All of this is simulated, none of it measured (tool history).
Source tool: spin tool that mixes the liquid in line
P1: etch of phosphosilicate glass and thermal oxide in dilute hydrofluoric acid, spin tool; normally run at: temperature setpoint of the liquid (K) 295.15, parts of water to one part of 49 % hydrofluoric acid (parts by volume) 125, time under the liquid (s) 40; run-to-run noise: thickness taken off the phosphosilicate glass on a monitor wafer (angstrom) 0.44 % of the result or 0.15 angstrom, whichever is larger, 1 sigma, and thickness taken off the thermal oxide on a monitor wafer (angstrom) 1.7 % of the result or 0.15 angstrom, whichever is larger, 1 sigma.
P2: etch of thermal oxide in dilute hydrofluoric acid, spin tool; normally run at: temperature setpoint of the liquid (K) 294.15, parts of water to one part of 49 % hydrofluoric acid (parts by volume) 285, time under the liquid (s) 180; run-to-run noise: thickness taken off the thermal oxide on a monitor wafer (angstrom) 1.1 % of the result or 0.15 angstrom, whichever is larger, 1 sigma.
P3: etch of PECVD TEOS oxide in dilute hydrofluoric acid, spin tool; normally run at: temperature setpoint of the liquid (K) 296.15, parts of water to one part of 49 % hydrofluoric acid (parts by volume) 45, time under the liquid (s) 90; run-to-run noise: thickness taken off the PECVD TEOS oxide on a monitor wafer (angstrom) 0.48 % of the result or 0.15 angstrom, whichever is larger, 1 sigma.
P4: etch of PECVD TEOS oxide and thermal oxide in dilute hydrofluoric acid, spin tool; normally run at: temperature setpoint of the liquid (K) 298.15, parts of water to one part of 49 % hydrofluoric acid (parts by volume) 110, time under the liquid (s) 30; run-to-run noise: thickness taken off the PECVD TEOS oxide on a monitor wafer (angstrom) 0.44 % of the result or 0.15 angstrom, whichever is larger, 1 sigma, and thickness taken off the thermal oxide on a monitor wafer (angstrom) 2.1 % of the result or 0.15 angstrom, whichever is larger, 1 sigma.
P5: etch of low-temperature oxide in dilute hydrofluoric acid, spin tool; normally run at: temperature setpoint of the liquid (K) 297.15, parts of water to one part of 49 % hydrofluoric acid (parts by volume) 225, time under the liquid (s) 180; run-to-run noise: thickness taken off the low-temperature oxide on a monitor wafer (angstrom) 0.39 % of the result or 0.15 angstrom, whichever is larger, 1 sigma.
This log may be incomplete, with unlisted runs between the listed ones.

run   hour  process that ran  temperature setpoint of the liquid (K)  parts of water to one part of 49 % hydrofluoric acid (parts by volume)  time under the liquid (s)  hours since the thermometer was replaced  hours since the hydrofluoric acid flow meter was replaced  thickness taken off the phosphosilicate glass on a monitor wafer (angstrom)  thickness taken off the thermal oxide on a monitor wafer (angstrom)  thickness taken off the PECVD TEOS oxide on a monitor wafer (angstrom)  thickness taken off the low-temperature oxide on a monitor wafer (angstrom)
  1    9.9                P1                                  295.15                                                                     125                         40                                     715.0                                                      852.8                                                                      179.060                                                              13.1350
  2   19.1                P1                                  295.15                                                                     125                         40                                     724.2                                                      862.0                                                                      179.570                                                              13.4920
  3   29.3                P3                                  296.15                                                                      75                         90                                     734.4                                                      872.2                                                                                                                                                                                                                   204.230
      33.4  -- thermometer replaced
  4   38.6                P5                                  303.65                                                                     225                        180                                       5.2                                                      881.5                                                                                                                                                                                                                                                                                                 94.156
  5   47.1                P3                                  296.15                                                                      45                         90                                      13.7                                                      890.0                                                                                                                                                                                                                   355.900
  6   54.3                P1                                  295.15                                                                      45                         40                                      20.9                                                      897.2                                                                      547.400                                                              41.1620
  7   66.1                P5                                  297.15                                                                     225                        180                                      32.7                                                      909.0                                                                                                                                                                                                                                                                                                 74.800
  8   74.0                P2                                  294.15                                                                     285                        180                                      40.6                                                      916.9                                                                                                                                           22.1780
  9   86.1                P3                                  303.65                                                                      45                         90                                      52.7                                                      929.0                                                                                                                                                                                                                   480.930
 10   92.8                P3                                  296.15                                                                      45                         35                                      59.4                                                      935.7                                                                                                                                                                                                                   138.760
 11  100.5                P1                                  295.15                                                                     125                         40                                      67.1                                                      943.4                                                                      179.150                                                              13.6540
 12  111.8                P4                                  291.65                                                                     110                         30                                      78.4                                                      954.7                                                                                                                                           10.0650                                                                  39.830
 13  120.6                P5                                  297.15                                                                     350                        180                                      87.2                                                      963.5                                                                                                                                                                                                                                                                                                 42.432
 14  127.7                P1                                  300.65                                                                     125                         40                                      94.3                                                      970.6                                                                      220.660                                                              16.4580
 15  135.1                P2                                  294.15                                                                     285                        265                                     101.7                                                      978.0                                                                                                                                           32.8330
 16  143.5                P2                                  294.15                                                                      50                        180                                     110.1                                                      986.4                                                                                                                                          162.7600
 17  155.8                P1                                  290.15                                                                     125                         40                                     122.4                                                      998.7                                                                      146.660                                                              10.5900
 18  166.7                P1                                  295.15                                                                     125                         40                                     133.3                                                     1009.6                                                                      177.410                                                              13.2160
 19  177.4                P1                                  295.15                                                                     225                         40                                     144.0                                                     1020.3                                                                       89.744                                                               6.4082
 20  188.0                P2                                  294.15                                                                     285                        180                                     154.6                                                     1030.9                                                                                                                                           21.6440
 21  196.3                P2                                  299.65                                                                     285                        180                                     162.9                                                     1039.2                                                                                                                                           26.5940
 22  201.9                P5                                  297.15                                                                     225                         75                                     168.5                                                     1044.8                                                                                                                                                                                                                                                                                                 31.077
 23  209.8                P1                                  295.15                                                                     195                         65                                     176.4                                                     1052.7                                                                      173.910                                                              13.0660
 24  219.6                P4                                  298.15                                                                     170                         30                                     186.2                                                     1062.5                                                                                                                                            7.6282                                                                  31.106
 25  229.9                P1                                  295.15                                                                     125                         15                                     196.5                                                     1072.8                                                                       67.228                                                               5.1581
 26  236.9                P1                                  295.15                                                                     125                         65                                     203.5                                                     1079.8                                                                      290.240                                                              21.5400
 27  249.1                P4                                  298.15                                                                     110                         55                                     215.7                                                     1092.0                                                                                                                                           23.3690                                                                  95.346
 28  260.0                P4                                  298.15                                                                     110                         30                                     226.6                                                     1102.9                                                                                                                                           12.8970                                                                  51.875
 29  268.6                P3                                  296.15                                                                      45                         90                                     235.2                                                     1111.5                                                                                                                                                                                                                   352.700
 30  277.7                P1                                  295.15                                                                     125                         40                                     244.3                                                     1120.6                                                                      180.120                                                              13.1690
 31  289.1                P1                                  295.15                                                                     125                         40                                     255.7                                                     1132.0                                                                      179.430                                                              13.2680
 32  299.5                P1                                  295.15                                                                     125                         40                                     266.1                                                     1142.4                                                                      183.590                                                              13.6340
 33  307.9                P1                                  295.15                                                                     125                         40                                     274.5                                                     1150.8                                                                      187.210                                                              13.8750
 34  319.3                P1                                  295.15                                                                     125                         40                                     285.9                                                     1162.2                                                                      190.600                                                              13.7970
 35  329.0                P1                                  295.15                                                                     125                         40                                     295.6                                                     1171.9                                                                      192.320                                                              14.2440
 36  340.3                P1                                  295.15                                                                     125                         40                                     306.9                                                     1183.2                                                                      192.660                                                              14.0720
 37  347.0                P1                                  295.15                                                                     125                         40                                     313.6                                                     1189.9                                                                      193.520                                                              14.1640
 38  355.7                P1                                  295.15                                                                     125                         40                                     322.3                                                     1198.6                                                                      194.740                                                              14.7140
 39  365.9                P1                                  295.15                                                                     125                         40                                     332.5                                                     1208.8                                                                      195.680                                                              14.6760
 40  374.9                P1                                  295.15                                                                     125                         40                                     341.5                                                     1217.8                                                                      194.400                                                              14.3250
 41  384.9                P1                                  295.15                                                                     125                         40                                     351.5                                                     1227.8                                                                      196.000                                                              14.5440
 42  391.9                P1                                  295.15                                                                     125                         40                                     358.5                                                     1234.8                                                                      195.080                                                              14.6190

P1 has crept away from where it was. The log is fitted equally well by each of these 2 causes, at the sizes shown:
A: hydrofluoric acid flow above the setpoint (%) = 7.64
B: liquid hotter than its thermometer reads (K) = 2.14
The drift started at roughly hour 289.1.

Each of the 4 check runs below uses one wafer; its results are left as question marks. Which run tells the causes apart?
check 1  398.9                P5                                  303.65                                                                     335                        180                                                                                                                                                                                                                                                                                                                                                                                                           ?
check 2  398.9                P2                                  297.65                                                                     100                        180                                                                                                                                                                                                                                                      ?
check 3  398.9                P4                                  298.15                                                                     150                         50                                                                                                                                                                                                                                                      ?                                                                       ?
check 4  398.9                P3                                  301.65                                                                      70                         90                                                                                                                                                                                                                                                                                                                              ?

If the cause were each of the candidates in turn, the checks would give the following:
  check                                                                       result     if A     if B
check 1  thickness taken off the low-temperature oxide on a monitor wafer (angstrom)   61.609   59.584
check 2          thickness taken off the thermal oxide on a monitor wafer (angstrom)  94.8710  94.9720
check 3          thickness taken off the thermal oxide on a monitor wafer (angstrom)  16.2510  16.1530
check 3       thickness taken off the PECVD TEOS oxide on a monitor wafer (angstrom)   65.938   65.538
check 4       thickness taken off the PECVD TEOS oxide on a monitor wafer (angstrom)  299.620  300.190
Gap, in per cent, between the two causes that each check separates least, read from the result that separates them most: check 1 3.34 %; check 2 0.11 %; check 3 0.61 %; check 4 0.19 %
Only check 1 tells the causes apart: in the others they would give nearly the same result.

Check 1 was carried out, with these results: thickness taken off the low-temperature oxide on a monitor wafer (angstrom) 59.576. Which of the listed causes is responsible?

B is the cause: liquid hotter than its thermometer reads (K).

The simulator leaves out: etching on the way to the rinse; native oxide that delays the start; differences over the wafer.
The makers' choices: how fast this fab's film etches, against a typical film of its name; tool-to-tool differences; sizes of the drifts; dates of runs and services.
